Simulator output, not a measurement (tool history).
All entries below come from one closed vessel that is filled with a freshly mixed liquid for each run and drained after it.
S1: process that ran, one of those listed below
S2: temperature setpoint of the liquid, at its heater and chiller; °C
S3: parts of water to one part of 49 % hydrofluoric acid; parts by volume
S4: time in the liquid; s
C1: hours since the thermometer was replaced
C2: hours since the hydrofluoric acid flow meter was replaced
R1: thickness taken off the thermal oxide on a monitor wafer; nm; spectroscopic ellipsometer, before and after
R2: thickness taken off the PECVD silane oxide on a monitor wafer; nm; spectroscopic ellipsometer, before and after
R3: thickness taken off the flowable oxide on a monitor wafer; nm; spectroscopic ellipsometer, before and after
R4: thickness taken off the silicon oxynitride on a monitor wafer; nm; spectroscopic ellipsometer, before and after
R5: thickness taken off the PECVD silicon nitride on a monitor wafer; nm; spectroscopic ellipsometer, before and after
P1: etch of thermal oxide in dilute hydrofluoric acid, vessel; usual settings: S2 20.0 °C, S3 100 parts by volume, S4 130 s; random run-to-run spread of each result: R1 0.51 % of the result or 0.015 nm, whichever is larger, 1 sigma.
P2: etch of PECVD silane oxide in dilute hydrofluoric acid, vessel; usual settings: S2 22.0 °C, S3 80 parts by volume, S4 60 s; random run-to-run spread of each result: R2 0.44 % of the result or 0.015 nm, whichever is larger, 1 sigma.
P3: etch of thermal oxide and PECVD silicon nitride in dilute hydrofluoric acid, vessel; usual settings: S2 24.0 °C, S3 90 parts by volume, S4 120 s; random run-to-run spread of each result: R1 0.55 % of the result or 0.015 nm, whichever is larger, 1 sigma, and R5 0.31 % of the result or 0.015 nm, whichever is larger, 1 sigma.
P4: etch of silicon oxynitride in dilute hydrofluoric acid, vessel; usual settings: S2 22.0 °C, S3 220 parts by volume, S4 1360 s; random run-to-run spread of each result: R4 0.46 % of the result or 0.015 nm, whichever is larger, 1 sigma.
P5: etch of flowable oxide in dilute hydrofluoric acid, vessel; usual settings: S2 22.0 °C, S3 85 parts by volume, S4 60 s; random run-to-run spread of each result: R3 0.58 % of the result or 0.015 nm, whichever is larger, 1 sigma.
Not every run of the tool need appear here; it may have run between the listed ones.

run	day	S1	S2	S3	S4	C1	C2	R1	R2	R3	R4	R5
1	0.250	P1	20.0	100	130	396.0	422.1	5.3735				
2	0.525	P1	20.0	100	50	402.6	428.7	2.0561				
3	0.688	P1	20.0	100	130	406.5	432.6	5.4057				
4	0.950	P2	22.0	80	30	412.8	438.9		17.269			
5	1.154	P2	22.0	80	60	417.7	443.8		34.110			
6	1.333	P5	22.0	125	60	422.0	448.1			22.033		
7	1.529	P1	20.0	145	130	426.7	452.8	3.5310				
8	1.671	P1	20.0	100	130	430.1	456.2	5.3723				
9	1.958	P4	22.0	220	2705	437.0	463.1				18.1680	
10	2.242	P2	26.5	80	60	443.8	469.9		40.928			
11	2.542	P3	24.0	90	120	451.0	477.1	6.2562				7.6180
12	2.796	P1	20.0	100	130	457.1	483.2	5.3538				
13	3.038	P3	18.0	90	120	462.9	489.0	4.8340				5.0341
14	3.200	P3	24.0	90	120	466.8	492.9	6.2342				7.5818
15	3.475	P1	20.0	100	130	473.4	499.5	5.3113				
16	3.758	P4	22.0	220	1360	480.2	506.3				9.1595	
17	4.025	P1	20.0	65	220	486.6	512.7	14.6120				
18	4.271	P1	20.0	20	130	492.5	518.6	29.6170				
19	4.571	P5	17.0	85	60	499.7	525.8			27.713		
20	4.817	P1	20.0	100	235	505.6	531.7	9.6580				
21	5.054	P4	28.5	220	1360	511.3	537.4				12.1620	
22	5.242	P1	20.0	100	130	515.8	541.9	5.3529				
23	5.550	P5	22.0	85	60	523.2	549.3			34.338		
24	5.775	P1	17.0	100	130	528.6	554.7	4.6839				
25	6.067	P1	24.0	60	130	535.6	561.7	11.0780				
26	6.338	P5	22.0	85	95	542.1	568.2			54.161		
27	6.608	P1	28.0	100	130	548.6	574.7	7.3835				
28	6.779	P2	22.0	115	60	552.7	578.8		22.899			
29	6.933	P4	22.0	335	1360	556.4	582.5				5.6248	
30	7.196	P4	22.0	220	1360	562.7	588.8				9.1558	
31	7.475	P3	24.0	90	230	569.4	595.5	12.0080				14.5920
32	7.654	P3	24.0	45	120	573.7	599.8	13.1780				15.0190
33	7.812	P1	20.0	100	130	577.5	603.6	5.2962				
34	8.004	P1	20.0	100	130	582.1	608.2	5.5158				
35	8.158	P1	20.0	100	130	585.8	611.9	5.7006				
36	8.425	P1	20.0	100	130	592.2	618.3	5.8006				
37	8.658	P1	20.0	100	130	597.8	623.9	5.8395				
38	8.825	P1	20.0	100	130	601.8	627.9	5.9388				
39	9.038	P1	20.0	100	130	606.9	633.0	5.9865				
40	9.338	P1	20.0	100	130	614.1	640.2	5.9505				
41	9.500	P1	20.0	100	130	618.0	644.1	5.8915				
42	9.675	P1	20.0	100	130	622.2	648.3	5.9305				

P1 no longer gives what it gave before; its output has crept away from where it was. The following 2 causes, each at its listed size, fit the log equally well:
A: hydrofluoric acid flow above the setpoint (%) = 9.3
B: liquid hotter than its thermometer reads (K) = 2.43
Creep in the process output first set in at about day 7.812.

Of the 4 check runs listed below, each run on one wafer and each result written as a question mark, which would let you distinguish the listed causes because they would give clearly different results?
check 1	9.850	P2	22.0	80	60				?			
check 2	9.850	P4	22.0	220	1360						?	
check 3	9.850	P5	22.0	85	60					?		
check 4	9.850	P3	24.0	90	120			?				?

Outcome of each check run for each possible cause:
check	result	if A	if B
check 1	R2	37.908	37.951
check 2	R4	10.1640	10.2270
check 3	R3	37.601	37.616
check 4	R1	6.8731	6.8551
check 4	R5	8.3115	8.9284
Minimum pairwise separation of causes per check, each pair taken at its best-separating result: check 1 0.11 %; check 2 0.62 %; check 3 0.04 %; check 4 7.16 %
The other checks would show nearly matching results whichever cause is true, so check 4 is the only one that separates the causes.

The results of check 4 are: R1 6.8087 nm; R5 8.3275 nm. Based on these, which of the listed causes is it?

Of the candidate causes, it is A: hydrofluoric acid flow above the setpoint (%).
